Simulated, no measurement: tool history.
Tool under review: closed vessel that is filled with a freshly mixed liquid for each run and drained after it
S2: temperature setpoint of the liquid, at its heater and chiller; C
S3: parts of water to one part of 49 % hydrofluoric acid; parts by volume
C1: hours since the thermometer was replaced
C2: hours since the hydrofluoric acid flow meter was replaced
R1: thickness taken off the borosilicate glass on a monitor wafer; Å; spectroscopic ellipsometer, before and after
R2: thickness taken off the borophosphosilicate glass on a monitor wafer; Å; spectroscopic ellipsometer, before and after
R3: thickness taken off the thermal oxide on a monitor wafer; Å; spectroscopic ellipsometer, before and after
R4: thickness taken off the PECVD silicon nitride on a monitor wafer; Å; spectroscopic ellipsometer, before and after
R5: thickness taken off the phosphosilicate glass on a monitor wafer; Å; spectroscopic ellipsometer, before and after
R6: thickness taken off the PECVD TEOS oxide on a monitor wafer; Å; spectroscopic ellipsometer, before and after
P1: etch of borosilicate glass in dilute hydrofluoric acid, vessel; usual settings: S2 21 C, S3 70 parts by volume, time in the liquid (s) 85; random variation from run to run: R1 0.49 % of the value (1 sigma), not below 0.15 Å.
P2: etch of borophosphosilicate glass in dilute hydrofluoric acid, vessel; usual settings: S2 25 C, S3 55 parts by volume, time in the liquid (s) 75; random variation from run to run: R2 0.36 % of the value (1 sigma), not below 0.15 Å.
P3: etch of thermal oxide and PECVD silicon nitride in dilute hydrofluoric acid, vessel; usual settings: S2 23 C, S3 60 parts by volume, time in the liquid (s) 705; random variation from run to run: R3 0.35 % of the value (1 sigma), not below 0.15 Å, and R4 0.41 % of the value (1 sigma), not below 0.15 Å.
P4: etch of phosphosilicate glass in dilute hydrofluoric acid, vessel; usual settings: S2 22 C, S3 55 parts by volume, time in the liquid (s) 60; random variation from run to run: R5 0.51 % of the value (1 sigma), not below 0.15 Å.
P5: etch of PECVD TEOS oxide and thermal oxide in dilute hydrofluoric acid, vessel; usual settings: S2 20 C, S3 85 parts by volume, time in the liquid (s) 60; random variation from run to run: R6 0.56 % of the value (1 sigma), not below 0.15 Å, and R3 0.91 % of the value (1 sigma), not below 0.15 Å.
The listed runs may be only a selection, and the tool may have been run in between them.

run 1 hour=6.6 | process_that_ran=P1 S2=21 S3=70 time_in_the_liquid_(s)=85 | C1=1030.6 C2=440.5 | R1=286.250
run 2 hour=17.1 | process_that_ran=P2 S2=25 S3=55 time_in_the_liquid_(s)=75 | C1=1041.1 C2=451.0 | R2=591.04
run 3 hour=28.8 | process_that_ran=P1 S2=21 S3=70 time_in_the_liquid_(s)=85 | C1=1052.8 C2=462.7 | R1=285.810
run 4 hour=40.6 | process_that_ran=P1 S2=21 S3=70 time_in_the_liquid_(s)=85 | C1=1064.6 C2=474.5 | R1=290.430
run 5 hour=47.8 | process_that_ran=P3 S2=23 S3=20 time_in_the_liquid_(s)=705 | C1=1071.8 C2=481.7 | R3=1792.600 R4=541.75
run 6 hour=57.6 | process_that_ran=P4 S2=18 S3=55 time_in_the_liquid_(s)=60 | C1=1081.6 C2=491.5 | R5=941.15
run 7 hour=64.4 | process_that_ran=P1 S2=21 S3=105 time_in_the_liquid_(s)=85 | C1=1088.4 C2=498.3 | R1=184.230
run 8 hour=73.4 | process_that_ran=P2 S2=25 S3=20 time_in_the_liquid_(s)=75 | C1=1097.4 C2=507.3 | R2=1706.90
run 9 hour=85.0 | process_that_ran=P4 S2=22 S3=55 time_in_the_liquid_(s)=60 | C1=1109.0 C2=518.9 | R5=1108.40
run 10 hour=94.8 | process_that_ran=P1 S2=27 S3=70 time_in_the_liquid_(s)=85 | C1=1118.8 C2=528.7 | R1=366.380
run 11 hour=103.7 | process_that_ran=P1 S2=21 S3=70 time_in_the_liquid_(s)=85 | C1=1127.7 C2=537.6 | R1=289.430
run 12 hour=112.2 | process_that_ran=P3 S2=23 S3=60 time_in_the_liquid_(s)=705 | C1=1136.2 C2=546.1 | R3=570.600 R4=186.03
run 13 hour=123.5 | process_that_ran=P5 S2=20 S3=85 time_in_the_liquid_(s)=90 | C1=1147.5 C2=557.4 | R3=43.130 R6=179.24
run 14 hour=134.4 | process_that_ran=P4 S2=22 S3=20 time_in_the_liquid_(s)=60 | C1=1158.4 C2=568.3 | R5=3228.90
run 15 hour=144.3 | process_that_ran=P2 S2=25 S3=55 time_in_the_liquid_(s)=30 | C1=1168.3 C2=578.2 | R2=236.09
run 16 hour=149.9 | process_that_ran=P5 S2=20 S3=85 time_in_the_liquid_(s)=60 | C1=1173.9 C2=583.8 | R3=28.702 R6=120.31
run 17 hour=160.9 | process_that_ran=P3 S2=23 S3=60 time_in_the_liquid_(s)=1160 | C1=1184.9 C2=594.8 | R3=930.850 R4=307.41
run 18 hour=172.2 | process_that_ran=P5 S2=20 S3=85 time_in_the_liquid_(s)=60 | C1=1196.2 C2=606.1 | R3=27.859 R6=120.33
run 19 hour=179.6 | process_that_ran=P1 S2=17 S3=70 time_in_the_liquid_(s)=85 | C1=1203.6 C2=613.5 | R1=243.890
run 20 hour=188.8 | process_that_ran=P1 S2=21 S3=25 time_in_the_liquid_(s)=85 | C1=1212.8 C2=622.7 | R1=860.190
run 21 hour=201.1 | process_that_ran=P4 S2=22 S3=55 time_in_the_liquid_(s)=60 | C1=1225.1 C2=635.0 | R5=1115.10
run 22 hour=211.3 | process_that_ran=P3 S2=28 S3=60 time_in_the_liquid_(s)=705 | C1=1235.3 C2=645.2 | R3=697.220 R4=259.61
run 23 hour=222.8 | process_that_ran=P5 S2=25 S3=85 time_in_the_liquid_(s)=60 | C1=1246.8 C2=656.7 | R3=35.081 R6=146.27
run 24 hour=232.5 | process_that_ran=P1 S2=21 S3=70 time_in_the_liquid_(s)=85 | C1=1256.5 C2=666.4 | R1=289.440
run 25 hour=243.1 | process_that_ran=P5 S2=20 S3=35 time_in_the_liquid_(s)=60 | C1=1267.1 C2=677.0 | R3=74.346 R6=306.18
run 26 hour=252.8 | process_that_ran=P1 S2=21 S3=105 time_in_the_liquid_(s)=30 | C1=1276.8 C2=686.7 | R1=65.147
run 27 hour=259.8 | process_that_ran=P4 S2=22 S3=55 time_in_the_liquid_(s)=110 | C1=1283.8 C2=693.7 | R5=2036.50
run 28 hour=271.8 | process_that_ran=P1 S2=21 S3=70 time_in_the_liquid_(s)=85 | C1=1295.8 C2=705.7 | R1=287.370
run 29 hour=281.9 | process_that_ran=P2 S2=17 S3=55 time_in_the_liquid_(s)=75 | C1=1305.9 C2=715.8 | R2=421.85
run 30 hour=292.0 | process_that_ran=P1 S2=21 S3=70 time_in_the_liquid_(s)=40 | C1=1316.0 C2=725.9 | R1=135.370
run 31 hour=297.9 | process_that_ran=P1 S2=21 S3=70 time_in_the_liquid_(s)=130 | C1=1321.9 C2=731.8 | R1=443.680
run 32 hour=304.5 | process_that_ran=P1 S2=21 S3=70 time_in_the_liquid_(s)=85 | C1=1328.5 C2=738.4 | R1=289.210
run 33 hour=313.9 | process_that_ran=P1 S2=21 S3=70 time_in_the_liquid_(s)=85 | C1=1337.9 C2=747.8 | R1=297.810
run 34 hour=321.2 | process_that_ran=P1 S2=21 S3=70 time_in_the_liquid_(s)=85 | C1=1345.2 C2=755.1 | R1=299.260
run 35 hour=328.7 | process_that_ran=P1 S2=21 S3=70 time_in_the_liquid_(s)=85 | C1=1352.7 C2=762.6 | R1=303.960
run 36 hour=335.2 | process_that_ran=P1 S2=21 S3=70 time_in_the_liquid_(s)=85 | C1=1359.2 C2=769.1 | R1=304.160
run 37 hour=341.6 | process_that_ran=P1 S2=21 S3=70 time_in_the_liquid_(s)=85 | C1=1365.6 C2=775.5 | R1=308.220
run 38 hour=349.7 | process_that_ran=P1 S2=21 S3=70 time_in_the_liquid_(s)=85 | C1=1373.7 C2=783.6 | R1=305.260

The output of P1 has drifted from where it used to be. Each of the 2 causes below, taken at the size shown beside it, accounts for the log equally well:
A: hydrofluoric acid flow above the setpoint (%) = 5.41
B: liquid hotter than its thermometer reads (K) = 1.38
The drift started at roughly hour 304.5.

Each of the 4 check runs below uses one wafer; its results are left as question marks. Which run tells the causes apart?
run check 1 hour=357.8 | process_that_ran=P2 S2=25 S3=55 time_in_the_liquid_(s)=75 | R2=?
run check 2 hour=357.8 | process_that_ran=P4 S2=22 S3=55 time_in_the_liquid_(s)=60 | R5=?
run check 3 hour=357.8 | process_that_ran=P5 S2=20 S3=85 time_in_the_liquid_(s)=60 | R3=? R6=?
run check 4 hour=357.8 | process_that_ran=P3 S2=23 S3=60 time_in_the_liquid_(s)=705 | R3=? R4=?

What each check would give under each cause:
check=check_1 result=R2 if_A=624.93 if_B=624.52
check=check_2 result=R5 if_A=1181.20 if_B=1182.40
check=check_3 result=R3 if_A=30.324 if_B=30.301
check=check_3 result=R6 if_A=126.43 if_B=126.33
check=check_4 result=R3 if_A=601.770 if_B=601.680
check=check_4 result=R4 if_A=196.79 if_B=205.07
Separation of the two closest causes in each check, using whichever result separates them best: check 1 0.06 %; check 2 0.1 %; check 3 0.08 %; check 4 4.12 %
Of the check runs offered, only check 4 discriminates between the causes; the rest would read about the same regardless of which cause applies.

With check 4 done, the readings were: R3 599.570 Å; R4 204.60 Å. Identify which of the listed causes applies.

It was cause B: liquid hotter than its thermometer reads (K).

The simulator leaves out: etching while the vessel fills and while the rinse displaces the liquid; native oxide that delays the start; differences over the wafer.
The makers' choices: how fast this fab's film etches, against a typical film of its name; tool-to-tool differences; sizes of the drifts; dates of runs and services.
